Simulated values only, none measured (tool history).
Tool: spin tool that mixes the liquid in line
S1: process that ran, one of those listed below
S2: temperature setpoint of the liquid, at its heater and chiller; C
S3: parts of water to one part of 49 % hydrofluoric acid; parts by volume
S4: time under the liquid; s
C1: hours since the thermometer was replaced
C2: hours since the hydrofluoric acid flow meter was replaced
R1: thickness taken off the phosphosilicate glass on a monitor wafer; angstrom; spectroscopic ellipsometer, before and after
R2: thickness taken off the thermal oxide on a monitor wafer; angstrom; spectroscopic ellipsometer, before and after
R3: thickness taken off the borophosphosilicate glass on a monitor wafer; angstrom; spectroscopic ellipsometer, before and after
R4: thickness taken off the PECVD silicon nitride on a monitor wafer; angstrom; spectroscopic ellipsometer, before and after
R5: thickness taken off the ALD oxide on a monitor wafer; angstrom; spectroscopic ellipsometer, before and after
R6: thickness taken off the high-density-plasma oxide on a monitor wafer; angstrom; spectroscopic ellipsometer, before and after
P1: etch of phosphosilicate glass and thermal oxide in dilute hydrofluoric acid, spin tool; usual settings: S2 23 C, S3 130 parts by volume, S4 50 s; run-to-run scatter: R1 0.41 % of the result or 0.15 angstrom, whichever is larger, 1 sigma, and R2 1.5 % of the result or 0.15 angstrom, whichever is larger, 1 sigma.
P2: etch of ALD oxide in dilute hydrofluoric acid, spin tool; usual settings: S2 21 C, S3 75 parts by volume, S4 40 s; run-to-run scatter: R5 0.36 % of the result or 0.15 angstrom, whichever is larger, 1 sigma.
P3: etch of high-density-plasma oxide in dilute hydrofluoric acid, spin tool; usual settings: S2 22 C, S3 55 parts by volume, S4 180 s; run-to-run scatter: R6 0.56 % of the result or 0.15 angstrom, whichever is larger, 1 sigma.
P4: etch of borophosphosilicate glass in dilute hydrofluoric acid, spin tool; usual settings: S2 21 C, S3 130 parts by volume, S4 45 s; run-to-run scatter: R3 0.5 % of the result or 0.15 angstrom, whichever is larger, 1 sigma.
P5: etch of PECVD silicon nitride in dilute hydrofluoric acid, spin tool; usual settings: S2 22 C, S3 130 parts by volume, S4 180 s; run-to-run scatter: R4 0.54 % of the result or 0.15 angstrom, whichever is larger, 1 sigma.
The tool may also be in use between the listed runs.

Run 1, hour 8.6: S1 P1, S2 23 C, S3 130 parts by volume, S4 50 s; C1 165.7; C2 963.3. Result: R1 213.89 angstrom, R2 17.466 angstrom.
Run 2, hour 18.7: S1 P4, S2 21 C, S3 180 parts by volume, S4 45 s; C1 175.8; C2 973.4. Result: R3 53.238 angstrom.
Run 3, hour 32.4: S1 P1, S2 23 C, S3 230 parts by volume, S4 50 s; C1 189.5; C2 987.1. Result: R1 107.79 angstrom, R2 9.0413 angstrom.
Run 4, hour 43.4: S1 P1, S2 23 C, S3 130 parts by volume, S4 50 s; C1 200.5; C2 998.1. Result: R1 212.28 angstrom, R2 17.24 angstrom.
Run 5, hour 56.3: S1 P4, S2 21 C, S3 130 parts by volume, S4 15 s; C1 213.4; C2 1011. Result: R3 25.857 angstrom.
Run 6, hour 64.6: S1 P5, S2 22 C, S3 130 parts by volume, S4 180 s; C1 221.7; C2 1019.3. Result: R4 45.661 angstrom.
Run 7, hour 72.7: S1 P1, S2 30.5 C, S3 130 parts by volume, S4 50 s; C1 229.8; C2 1027.4. Result: R1 282.32 angstrom, R2 22.885 angstrom.
Run 8, hour 83.9: S1 P1, S2 23 C, S3 130 parts by volume, S4 85 s; C1 241; C2 1038.6. Result: R1 362.42 angstrom, R2 28.859 angstrom.
Run 9, hour 93.6: S1 P2, S2 25 C, S3 75 parts by volume, S4 40 s; C1 250.7; C2 1048.3. Result: R5 115.4 angstrom.
Run 10, hour 103.6: S1 P1, S2 23 C, S3 30 parts by volume, S4 50 s; C1 260.7; C2 1058.3. Result: R1 1041.1 angstrom, R2 84.95 angstrom.
Run 11, hour 113.3: S1 P4, S2 17 C, S3 130 parts by volume, S4 45 s; C1 270.4; C2 1068. Result: R3 65.572 angstrom.
Run 12, hour 127.1: S1 P4, S2 21 C, S3 130 parts by volume, S4 45 s; C1 284.2; C2 1081.8. Result: R3 77.314 angstrom.
Run 13, hour 139.8: S1 P1, S2 23 C, S3 130 parts by volume, S4 15 s; C1 296.9; C2 1094.5. Result: R1 63.431 angstrom, R2 5.1832 angstrom.
Run 14, hour 147.8: S1 P3, S2 22 C, S3 55 parts by volume, S4 180 s; C1 304.9; C2 1102.5. Result: R6 163.03 angstrom.
Run 15, hour 156.3: S1 P5, S2 17 C, S3 130 parts by volume, S4 180 s; C1 313.4; C2 1111. Result: R4 32.977 angstrom.
Run 16, hour 163.7: S1 P1, S2 23 C, S3 130 parts by volume, S4 50 s; C1 320.8; C2 1118.4. Result: R1 210.3 angstrom, R2 16.861 angstrom.
Run 17, hour 177.7: S1 P2, S2 21 C, S3 75 parts by volume, S4 15 s; C1 334.8; C2 1132.4. Result: R5 36.823 angstrom.
Run 18, hour 190.2: S1 P1, S2 23 C, S3 130 parts by volume, S4 50 s; C1 347.3; C2 1144.9. Result: R1 211.83 angstrom, R2 17.122 angstrom.
Run 19, hour 201.7: S1 P2, S2 21 C, S3 140 parts by volume, S4 40 s; C1 358.8; C2 1156.4. Result: R5 48.436 angstrom.
Run 20, hour 214.2: S1 P1, S2 23 C, S3 130 parts by volume, S4 50 s; C1 371.3; C2 1168.9. Result: R1 210.98 angstrom, R2 17.171 angstrom.
Run 21, hour 225.8: S1 P3, S2 22 C, S3 35 parts by volume, S4 180 s; C1 382.9; C2 1180.5. Result: R6 260.34 angstrom.
Run 22, hour 239.2: S1 P5, S2 22 C, S3 130 parts by volume, S4 295 s; C1 396.3; C2 1193.9. Result: R4 75.465 angstrom.
Run 23, hour 248: S1 P1, S2 17 C, S3 130 parts by volume, S4 50 s; C1 405.1; C2 1202.7. Result: R1 167.16 angstrom, R2 13.439 angstrom.
Run 24, hour 258.5: S1 P5, S2 22 C, S3 75 parts by volume, S4 180 s; C1 415.6; C2 1213.2. Result: R4 79.35 angstrom.
Run 25, hour 267.8: S1 P3, S2 28.5 C, S3 55 parts by volume, S4 180 s; C1 424.9; C2 1222.5. Result: R6 211.33 angstrom.
Run 26, hour 280.1: S1 P3, S2 22 C, S3 55 parts by volume, S4 180 s; C1 437.2; C2 1234.8. Result: R6 161.25 angstrom.
Run 27, hour 288.2: S1 P2, S2 21 C, S3 75 parts by volume, S4 40 s; C1 445.3; C2 1242.9. Result: R5 97.654 angstrom.
Run 28, hour 300: S1 P1, S2 23 C, S3 200 parts by volume, S4 75 s; C1 457.1; C2 1254.7. Result: R1 190.76 angstrom, R2 15.226 angstrom.
Run 29, hour 306.8: S1 P3, S2 22 C, S3 55 parts by volume, S4 75 s; C1 463.9; C2 1261.5. Result: R6 66.905 angstrom.
Run 30, hour 320.4: S1 P4, S2 21 C, S3 130 parts by volume, S4 45 s; C1 477.5; C2 1275.1. Result: R3 76.512 angstrom.
Run 31, hour 329.7: S1 P1, S2 23 C, S3 130 parts by volume, S4 50 s; C1 486.8; C2 1284.4. Result: R1 212.89 angstrom, R2 17.481 angstrom.
Run 32, hour 338.1: S1 P1, S2 23 C, S3 130 parts by volume, S4 50 s; C1 495.2; C2 1292.8. Result: R1 215.96 angstrom, R2 17.215 angstrom.
Run 33, hour 350.9: S1 P1, S2 23 C, S3 130 parts by volume, S4 50 s; C1 508; C2 1305.6. Result: R1 220.37 angstrom, R2 17.791 angstrom.
Run 34, hour 357.9: S1 P1, S2 23 C, S3 130 parts by volume, S4 50 s; C1 515; C2 1312.6. Result: R1 222.93 angstrom, R2 18.555 angstrom.
Run 35, hour 368.9: S1 P1, S2 23 C, S3 130 parts by volume, S4 50 s; C1 526; C2 1323.6. Result: R1 223.7 angstrom, R2 18.311 angstrom.
Run 36, hour 379.8: S1 P1, S2 23 C, S3 130 parts by volume, S4 50 s; C1 536.9; C2 1334.5. Result: R1 225.37 angstrom, R2 18.295 angstrom.
Run 37, hour 391: S1 P1, S2 23 C, S3 130 parts by volume, S4 50 s; C1 548.1; C2 1345.7. Result: R1 224.88 angstrom, R2 18.043 angstrom.
Run 38, hour 400.5: S1 P1, S2 23 C, S3 130 parts by volume, S4 50 s; C1 557.6; C2 1355.2. Result: R1 226.46 angstrom, R2 17.974 angstrom.
Run 39, hour 412.5: S1 P1, S2 23 C, S3 130 parts by volume, S4 50 s; C1 569.6; C2 1367.2. Result: R1 226.91 angstrom, R2 17.969 angstrom.
Run 40, hour 426.4: S1 P1, S2 23 C, S3 130 parts by volume, S4 50 s; C1 583.5; C2 1381.1. Result: R1 226.71 angstrom, R2 17.824 angstrom.
Run 41, hour 433.7: S1 P1, S2 23 C, S3 130 parts by volume, S4 50 s; C1 590.8; C2 1388.4. Result: R1 225.55 angstrom, R2 18.696 angstrom.

What P1 gives has crept away from where it was. These 2 causes fit the log equally well, each at the size given:
A: hydrofluoric acid flow above the setpoint (%) = 6.09
B: liquid hotter than its thermometer reads (K) = 1.75
The creep began at about hour 329.7.

4 check runs are offered, one wafer each, their results left as question marks. Which one tells the causes apart?
Run check 1, hour 441: S1 P5, S2 22 C, S3 130 parts by volume, S4 180 s. Result: R4 ?.
Run check 2, hour 441: S1 P4, S2 21 C, S3 130 parts by volume, S4 45 s. Result: R3 ?.
Run check 3, hour 441: S1 P3, S2 22 C, S3 55 parts by volume, S4 180 s. Result: R6 ?.
Run check 4, hour 441: S1 P2, S2 21 C, S3 75 parts by volume, S4 40 s. Result: R5 ?.

What each check would give under each cause:
  check  result    if A    if B
check 1      R4  48.857  51.719
check 2      R3    82.4  82.561
check 3      R6  172.06  173.66
check 4      R5  104.28  105.08
How far apart the two closest causes lie, in the result that separates them most: check 1 5.69 %; check 2 0.2 %; check 3 0.92 %; check 4 0.76 %
Check 1 tells the causes apart: in the others they would give nearly the same result.

Check 1 was then run and gave: R4 48.99 angstrom. Which cause is it?

It is A: hydrofluoric acid flow above the setpoint (%).

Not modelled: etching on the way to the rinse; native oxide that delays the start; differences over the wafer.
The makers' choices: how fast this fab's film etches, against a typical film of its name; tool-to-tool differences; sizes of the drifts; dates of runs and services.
